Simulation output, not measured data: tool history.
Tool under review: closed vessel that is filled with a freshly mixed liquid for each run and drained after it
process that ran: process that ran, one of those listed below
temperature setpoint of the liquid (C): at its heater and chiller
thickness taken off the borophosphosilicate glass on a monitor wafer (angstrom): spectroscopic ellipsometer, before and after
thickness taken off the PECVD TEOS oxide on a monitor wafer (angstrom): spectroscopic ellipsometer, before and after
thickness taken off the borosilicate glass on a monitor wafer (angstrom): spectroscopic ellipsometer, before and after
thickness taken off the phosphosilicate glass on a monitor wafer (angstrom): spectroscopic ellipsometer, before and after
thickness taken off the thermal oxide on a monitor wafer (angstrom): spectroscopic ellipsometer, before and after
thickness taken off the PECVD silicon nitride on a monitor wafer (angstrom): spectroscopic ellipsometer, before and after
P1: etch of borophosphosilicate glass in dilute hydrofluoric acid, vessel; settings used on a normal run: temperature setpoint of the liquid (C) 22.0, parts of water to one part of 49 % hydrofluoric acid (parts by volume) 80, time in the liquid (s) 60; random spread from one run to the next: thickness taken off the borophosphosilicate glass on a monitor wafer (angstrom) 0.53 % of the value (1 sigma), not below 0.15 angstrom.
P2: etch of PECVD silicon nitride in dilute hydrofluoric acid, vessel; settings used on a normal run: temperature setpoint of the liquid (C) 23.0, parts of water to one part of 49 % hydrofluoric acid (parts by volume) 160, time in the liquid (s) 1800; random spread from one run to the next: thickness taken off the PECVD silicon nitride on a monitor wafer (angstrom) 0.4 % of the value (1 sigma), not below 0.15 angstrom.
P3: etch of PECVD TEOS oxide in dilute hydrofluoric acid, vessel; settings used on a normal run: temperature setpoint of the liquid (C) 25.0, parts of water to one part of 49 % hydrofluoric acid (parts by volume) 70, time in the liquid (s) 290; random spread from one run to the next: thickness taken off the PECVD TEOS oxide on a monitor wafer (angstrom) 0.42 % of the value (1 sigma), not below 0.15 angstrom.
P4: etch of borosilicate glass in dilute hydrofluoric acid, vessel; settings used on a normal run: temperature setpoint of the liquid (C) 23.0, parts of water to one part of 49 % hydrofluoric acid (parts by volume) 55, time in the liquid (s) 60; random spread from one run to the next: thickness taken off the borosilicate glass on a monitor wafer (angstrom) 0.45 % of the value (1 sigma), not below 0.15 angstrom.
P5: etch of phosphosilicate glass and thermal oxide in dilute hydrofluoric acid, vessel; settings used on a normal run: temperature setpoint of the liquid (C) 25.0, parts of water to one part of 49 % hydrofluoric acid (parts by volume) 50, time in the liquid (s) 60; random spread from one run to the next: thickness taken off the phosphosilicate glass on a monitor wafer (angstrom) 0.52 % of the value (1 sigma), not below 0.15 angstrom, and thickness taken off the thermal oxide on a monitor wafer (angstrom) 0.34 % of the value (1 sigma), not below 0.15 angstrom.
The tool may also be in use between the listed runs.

run,hour,process that ran,temperature setpoint of the liquid (C),parts of water to one part of 49 % hydrofluoric acid (parts by volume),time in the liquid (s),thickness taken off the borophosphosilicate glass on a monitor wafer (angstrom),thickness taken off the PECVD TEOS oxide on a monitor wafer (angstrom),thickness taken off the borosilicate glass on a monitor wafer (angstrom),thickness taken off the phosphosilicate glass on a monitor wafer (angstrom),thickness taken off the thermal oxide on a monitor wafer (angstrom),thickness taken off the PECVD silicon nitride on a monitor wafer (angstrom)
1,10.8,P1,22.0,80,60,465.67,,,,,
2,15.9,P1,22.0,80,110,859.46,,,,,
3,26.2,P1,22.0,80,60,468.82,,,,,
4,33.7,P1,22.0,140,60,248.81,,,,,
5,40.5,P1,26.5,80,60,562.20,,,,,
6,51.2,P3,25.0,20,290,,1833.400,,,,
7,60.9,P4,23.0,55,90,,,467.56,,,
8,70.3,P5,25.0,20,60,,,,2092.70,159.480,
9,75.3,P1,17.0,80,60,378.97,,,,,
10,81.2,P5,25.0,50,60,,,,811.44,60.778,
11,91.7,P4,23.0,20,60,,,897.53,,,
12,98.8,P3,31.0,70,290,,613.690,,,,
13,107.1,P3,25.0,70,290,,490.670,,,,
14,112.7,P1,22.0,80,60,469.15,,,,,
15,120.0,P1,22.0,80,30,235.97,,,,,
16,128.7,P2,23.0,160,1800,,,,,,177.04
17,135.7,P2,23.0,160,1800,,,,,,178.28
18,146.4,P5,33.5,50,60,,,,1120.00,85.737,
19,156.7,P5,25.0,50,35,,,,469.91,35.940,
20,167.4,P2,23.0,235,1800,,,,,,121.66
21,173.4,P4,23.0,55,60,,,311.02,,,
# hour 173.5: hydrofluoric acid flow meter replaced
22,178.3,P4,23.0,55,60,,,312.21,,,
23,183.7,P1,22.0,80,60,475.53,,,,,
24,189.3,P3,25.0,70,290,,488.170,,,,
25,196.4,P4,18.0,55,60,,,252.96,,,
26,202.3,P1,17.5,120,60,248.82,,,,,
27,212.1,P1,22.0,50,60,771.16,,,,,
28,220.8,P2,23.0,160,2885,,,,,,283.07
29,225.8,P1,22.0,80,60,467.70,,,,,
30,235.2,P2,19.5,160,1800,,,,,,140.75
31,243.2,P3,25.0,70,45,,75.913,,,,
32,249.6,P1,22.0,80,60,473.70,,,,,
33,256.2,P1,22.0,80,60,482.82,,,,,
34,267.4,P1,22.0,80,60,501.71,,,,,
35,274.1,P1,22.0,80,60,508.69,,,,,
36,279.7,P1,22.0,80,60,508.26,,,,,
37,286.5,P1,22.0,80,60,517.26,,,,,
38,294.1,P1,22.0,80,60,512.77,,,,,
39,301.4,P1,22.0,80,60,512.80,,,,,
40,307.8,P1,22.0,80,60,520.18,,,,,
41,314.9,P1,22.0,80,60,517.20,,,,,

P1 no longer gives what it gave before; its output has crept away from where it was. The following 2 causes, each at its listed size, fit the log equally well:
A: hydrofluoric acid flow above the setpoint (%) = 9.04
B: liquid hotter than its thermometer reads (K) = 2.34
The onset of the drift is placed at about hour 249.6.

Each of the 4 check runs below uses one wafer; its results are left as question marks. Which run tells the causes apart?
check 1,322.0,P5,25.0,50,60,,,,?,?,
check 2,322.0,P3,25.0,70,290,,?,,,,
check 3,322.0,P2,23.0,160,1800,,,,,,?
check 4,322.0,P4,23.0,55,60,,,?,,,

What each check would give under each cause:
check,result,if A,if B
check 1,thickness taken off the phosphosilicate glass on a monitor wafer (angstrom),884.81,886.90
check 1,thickness taken off the thermal oxide on a monitor wafer (angstrom),67.166,67.325
check 2,thickness taken off the PECVD TEOS oxide on a monitor wafer (angstrom),536.940,536.350
check 3,thickness taken off the PECVD silicon nitride on a monitor wafer (angstrom),193.02,205.96
check 4,thickness taken off the borosilicate glass on a monitor wafer (angstrom),342.65,343.80
Gap, in per cent, between the two causes that each check separates least, read from the result that separates them most: check 1 0.24 %; check 2 0.11 %; check 3 6.49 %; check 4 0.34 %
Check 3 tells the causes apart: in the others they would give nearly the same result.

Here is what check 3 returned: thickness taken off the PECVD silicon nitride on a monitor wafer (angstrom) 205.49. Which cause is it?

The cause is B: liquid hotter than its thermometer reads (K).
